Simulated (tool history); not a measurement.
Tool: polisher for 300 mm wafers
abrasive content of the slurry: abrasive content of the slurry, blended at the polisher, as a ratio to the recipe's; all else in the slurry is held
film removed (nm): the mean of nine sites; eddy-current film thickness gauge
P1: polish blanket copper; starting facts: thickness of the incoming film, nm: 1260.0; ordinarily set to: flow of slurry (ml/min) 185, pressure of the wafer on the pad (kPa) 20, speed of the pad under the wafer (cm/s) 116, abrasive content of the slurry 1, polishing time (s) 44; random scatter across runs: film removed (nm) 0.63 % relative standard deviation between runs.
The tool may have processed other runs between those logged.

run	hour	flow of slurry (ml/min)	pressure of the wafer on the pad (kPa)	speed of the pad under the wafer (cm/s)	abrasive content of the slurry	polishing time (s)	film removed (nm)
1	13.3	185	20	116	1	44	173.02
2	24	185	20	116	1	44	174.86
3	40	185	20	116	1	22	86.61
4	53.4	185	29.6	116	1	44	258.09
5	70.8	110	20	116	1	44	157.91
6	89.7	185	20	116	1.45	44	188.36
7	104.9	185	20	176	1	44	263.78
8	114.1	135	20	116	1	54	200.51
9	126.9	185	20	116	1	44	172.63
10	136.1	240	24.8	116	1	44	225.31
11	147.7	185	20	116	1	44	172.95
12	165.7	185	20	86	1	44	127.99
13	177.5	295	20	116	1	44	182.52
14	196.5	185	20	116	0.75	44	161.68
15	214.1	185	9	116	1	44	77.748
16	233	185	20	116	1	44	171.98
17	251.4	185	20	116	1	44	172.24
18	268	110	20	116	0.8	44	149.75
19	278.1	185	20	116	1	69	270.31
20	295.5	185	20	116	1	44	173.12
21	311	185	20	116	1	44	170
22	320.5	185	20	116	1	44	167.18
23	331.6	185	20	116	1	44	165.75
24	346	185	20	116	1	44	166.09
25	356.5	185	20	116	1	44	162.84
# hour 360.2: head pressure recalibrated
26	367.6	185	20	116	1	44	164.05
# hour 367.7: slurry blender recalibrated
27	377.6	185	20	116	1	44	163.91
28	394	185	20	116	1	44	162.79
29	409.9	185	20	116	1	44	161.23
30	423.4	185	20	116	1	44	160.75
31	438.4	185	20	116	1	44	163.45

P1 has crept away from where it was. The log is fitted equally well by each of these 2 causes, at the sizes shown:
A: removal rate lost through wear of the pad, % = 6.12
B: slurry flow missing at the pad, % = 30.9
The creep began at about hour 295.5.
Excluded causes, each with its reason:
head's pressure below its setpoint, %: was serviced at hour 360.2, once the creep was under way, yet the earlier output never came back
abrasive missing from the slurry, %: was serviced at hour 367.7, once the creep was under way, yet the earlier output never came back

The 4 check runs listed below each average the results of 2 wafers, and their outcomes are marked with question marks. Under which run would the listed causes produce clearly different results?
check 1	453.4	185	29	116	1.4	44	?
check 2	453.4	110	20	170	1	44	?
check 3	453.4	185	20	116	0.8	24	?
check 4	453.4	185	26.9	116	1	44	?

Predicted outcomes, by check and by cause:
check	result	if A	if B
check 1	film removed (nm)	253.51	253.51
check 2	film removed (nm)	216.61	208.62
check 3	film removed (nm)	84.622	84.621
check 4	film removed (nm)	218.71	218.71
Gap, in per cent, between the two causes that each check separates least, read from the result that separates them most: check 1 0 %; check 2 3.76 %; check 3 0 %; check 4 0 %
Only in check 2 would the causes give clearly different results; in the remaining checks their results would be nearly the same.

Running check 2 produced the following: film removed (nm) 217.05. Which one of the listed causes fits?

The correct cause is A, namely: removal rate lost through wear of the pad, %.

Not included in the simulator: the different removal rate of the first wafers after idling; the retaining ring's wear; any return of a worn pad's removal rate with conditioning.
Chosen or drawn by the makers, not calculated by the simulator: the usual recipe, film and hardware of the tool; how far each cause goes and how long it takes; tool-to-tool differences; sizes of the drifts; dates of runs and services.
